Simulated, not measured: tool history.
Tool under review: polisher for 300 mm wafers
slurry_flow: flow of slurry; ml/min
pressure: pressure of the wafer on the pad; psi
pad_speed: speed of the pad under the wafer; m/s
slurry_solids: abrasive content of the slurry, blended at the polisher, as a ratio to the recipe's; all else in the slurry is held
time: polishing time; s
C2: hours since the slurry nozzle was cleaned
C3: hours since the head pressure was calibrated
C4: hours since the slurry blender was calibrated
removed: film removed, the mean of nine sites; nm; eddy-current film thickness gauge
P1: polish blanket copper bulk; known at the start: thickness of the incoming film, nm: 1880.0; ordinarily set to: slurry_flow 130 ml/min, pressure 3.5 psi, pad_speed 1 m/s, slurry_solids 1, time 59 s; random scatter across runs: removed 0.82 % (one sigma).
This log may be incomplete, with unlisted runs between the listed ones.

run 1 hour=10.3 | slurry_flow=130 pressure=3.5 pad_speed=1 slurry_solids=1 time=59 | wafers_polished_on_this_pad=774 C2=133.9 C3=261 C4=132.7 | removed=659.79
run 2 hour=17.3 | slurry_flow=130 pressure=5.2 pad_speed=1 slurry_solids=1 time=59 | wafers_polished_on_this_pad=838 C2=140.9 C3=268 C4=139.7 | removed=993.58
run 3 hour=21.8 | slurry_flow=130 pressure=3.5 pad_speed=1 slurry_solids=0.5 time=59 | wafers_polished_on_this_pad=880 C2=145.4 C3=272.5 C4=144.2 | removed=577.15
-- hour=23.4 slurry nozzle cleaned
run 4 hour=27.2 | slurry_flow=130 pressure=1.9 pad_speed=1 slurry_solids=1 time=59 | wafers_polished_on_this_pad=929 C2=3.9 C3=277.9 C4=149.6 | removed=359.38
run 5 hour=31.7 | slurry_flow=130 pressure=3.5 pad_speed=0.5 slurry_solids=1 time=59 | wafers_polished_on_this_pad=971 C2=8.4 C3=282.4 C4=154.1 | removed=334.26
run 6 hour=39.7 | slurry_flow=165 pressure=3.5 pad_speed=1 slurry_solids=0.6 time=59 | wafers_polished_on_this_pad=1044 C2=16.4 C3=290.4 C4=162.1 | removed=631.11
run 7 hour=48.7 | slurry_flow=130 pressure=3.5 pad_speed=1 slurry_solids=1.25 time=27 | wafers_polished_on_this_pad=1127 C2=25.4 C3=299.4 C4=171.1 | removed=321.48
run 8 hour=56.6 | slurry_flow=80 pressure=3.5 pad_speed=1 slurry_solids=1 time=59 | wafers_polished_on_this_pad=1200 C2=33.3 C3=307.3 C4=179 | removed=593.57
run 9 hour=65.4 | slurry_flow=130 pressure=3.5 pad_speed=1 slurry_solids=1.45 time=59 | wafers_polished_on_this_pad=1281 C2=42.1 C3=316.1 C4=187.8 | removed=723.63
run 10 hour=71.5 | slurry_flow=130 pressure=3.5 pad_speed=1.3 slurry_solids=1 time=59 | wafers_polished_on_this_pad=1338 C2=48.2 C3=322.2 C4=193.9 | removed=870.51
run 11 hour=78.8 | slurry_flow=130 pressure=3.5 pad_speed=1 slurry_solids=1 time=92 | wafers_polished_on_this_pad=1405 C2=55.5 C3=329.5 C4=201.2 | removed=1051.2
run 12 hour=83.9 | slurry_flow=195 pressure=3.5 pad_speed=1 slurry_solids=1 time=59 | wafers_polished_on_this_pad=1452 C2=60.6 C3=334.6 C4=206.3 | removed=713.46
run 13 hour=88.7 | slurry_flow=130 pressure=3.5 pad_speed=1 slurry_solids=1 time=59 | wafers_polished_on_this_pad=1496 C2=65.4 C3=339.4 C4=211.1 | removed=657.55
run 14 hour=96.9 | slurry_flow=80 pressure=3.5 pad_speed=1 slurry_solids=0.65 time=59 | wafers_polished_on_this_pad=1572 C2=73.6 C3=347.6 C4=219.3 | removed=543.64
run 15 hour=106.9 | slurry_flow=130 pressure=3.5 pad_speed=1 slurry_solids=1 time=59 | wafers_polished_on_this_pad=1664 C2=83.6 C3=357.6 C4=229.3 | removed=660.57
run 16 hour=112.7 | slurry_flow=130 pressure=3.5 pad_speed=1 slurry_solids=1 time=36 | wafers_polished_on_this_pad=1717 C2=89.4 C3=363.4 C4=235.1 | removed=412.26
run 17 hour=119.9 | slurry_flow=130 pressure=3.5 pad_speed=1 slurry_solids=1 time=59 | wafers_polished_on_this_pad=1783 C2=96.6 C3=370.6 C4=242.3 | removed=666.97
run 18 hour=124.7 | slurry_flow=130 pressure=3.5 pad_speed=1 slurry_solids=1 time=59 | wafers_polished_on_this_pad=1828 C2=101.4 C3=375.4 C4=247.1 | removed=669.46
run 19 hour=133.1 | slurry_flow=130 pressure=3.5 pad_speed=1 slurry_solids=1 time=59 | wafers_polished_on_this_pad=1905 C2=109.8 C3=383.8 C4=255.5 | removed=649.78
run 20 hour=141.3 | slurry_flow=130 pressure=3.5 pad_speed=1 slurry_solids=1 time=59 | wafers_polished_on_this_pad=1981 C2=118 C3=392 C4=263.7 | removed=641.35
run 21 hour=149.6 | slurry_flow=130 pressure=3.5 pad_speed=1 slurry_solids=1 time=59 | wafers_polished_on_this_pad=2057 C2=126.3 C3=400.3 C4=272 | removed=629.74
run 22 hour=159.3 | slurry_flow=130 pressure=3.5 pad_speed=1 slurry_solids=1 time=59 | wafers_polished_on_this_pad=2147 C2=136 C3=410 C4=281.7 | removed=634.76
-- hour=159.4 slurry blender recalibrated
run 23 hour=164 | slurry_flow=130 pressure=3.5 pad_speed=1 slurry_solids=1 time=59 | wafers_polished_on_this_pad=2190 C2=140.7 C3=414.7 C4=4.7 | removed=617.43
-- hour=171.9 worn pad replaced by a new one
run 24 hour=174.2 | slurry_flow=130 pressure=3.5 pad_speed=1 slurry_solids=1 time=59 | wafers_polished_on_this_pad=21 C2=150.9 C3=424.9 C4=14.9 | removed=623.32
run 25 hour=181.1 | slurry_flow=130 pressure=3.5 pad_speed=1 slurry_solids=1 time=59 | wafers_polished_on_this_pad=85 C2=157.8 C3=431.8 C4=21.8 | removed=620.68
run 26 hour=189.3 | slurry_flow=130 pressure=3.5 pad_speed=1 slurry_solids=1 time=59 | wafers_polished_on_this_pad=160 C2=166 C3=440 C4=30 | removed=624.15
run 27 hour=196 | slurry_flow=130 pressure=3.5 pad_speed=1 slurry_solids=1 time=59 | wafers_polished_on_this_pad=222 C2=172.7 C3=446.7 C4=36.7 | removed=618.62

Compared with where it was, what P1 gives has crept away. Each cause listed below fits the log as well as the rest, at the size given for it:
A: head's pressure below its setpoint, % = 6.89
B: slurry flow missing at the pad, % = 26.9
Creep in the process output first set in at about hour 124.7.
All other causes, with the reason each is excluded:
removal rate lost through wear of the pad, %: its service at hour 171.9 followed the start of the drift and did not put the process back to its old value
abrasive missing from the slurry, %: its service at hour 159.4 followed the start of the drift and did not put the process back to its old value

The list below offers 4 check runs, each averaging the results of 3 wafers, and shows each result as a question mark. For which of them would the listed causes give clearly different results?
run check 1 hour=202.7 | slurry_flow=130 pressure=3.5 pad_speed=0.7 slurry_solids=1 time=59 | removed=?
run check 2 hour=202.7 | slurry_flow=80 pressure=3.5 pad_speed=1 slurry_solids=1 time=59 | removed=?
run check 3 hour=202.7 | slurry_flow=130 pressure=3.5 pad_speed=1 slurry_solids=1.35 time=76 | removed=?
run check 4 hour=202.7 | slurry_flow=130 pressure=3.5 pad_speed=1 slurry_solids=0.65 time=59 | removed=?

What each check would give under each cause:
check=check_1 result=removed if_A=434.76 if_B=434.84
check=check_2 result=removed if_A=551.1 if_B=531.21
check=check_3 result=removed if_A=854.16 if_B=854.3
check=check_4 result=removed if_A=567.68 if_B=567.78
Minimum pairwise separation of causes per check, each pair taken at its best-separating result: check 1 0.02 %; check 2 3.68 %; check 3 0.02 %; check 4 0.02 %
Only check 2 tells the causes apart: in the others they would give nearly the same result.

After running check 2, the following was obtained: removed 529.99 nm. Which cause does this point to?

The cause is B: slurry flow missing at the pad, %.

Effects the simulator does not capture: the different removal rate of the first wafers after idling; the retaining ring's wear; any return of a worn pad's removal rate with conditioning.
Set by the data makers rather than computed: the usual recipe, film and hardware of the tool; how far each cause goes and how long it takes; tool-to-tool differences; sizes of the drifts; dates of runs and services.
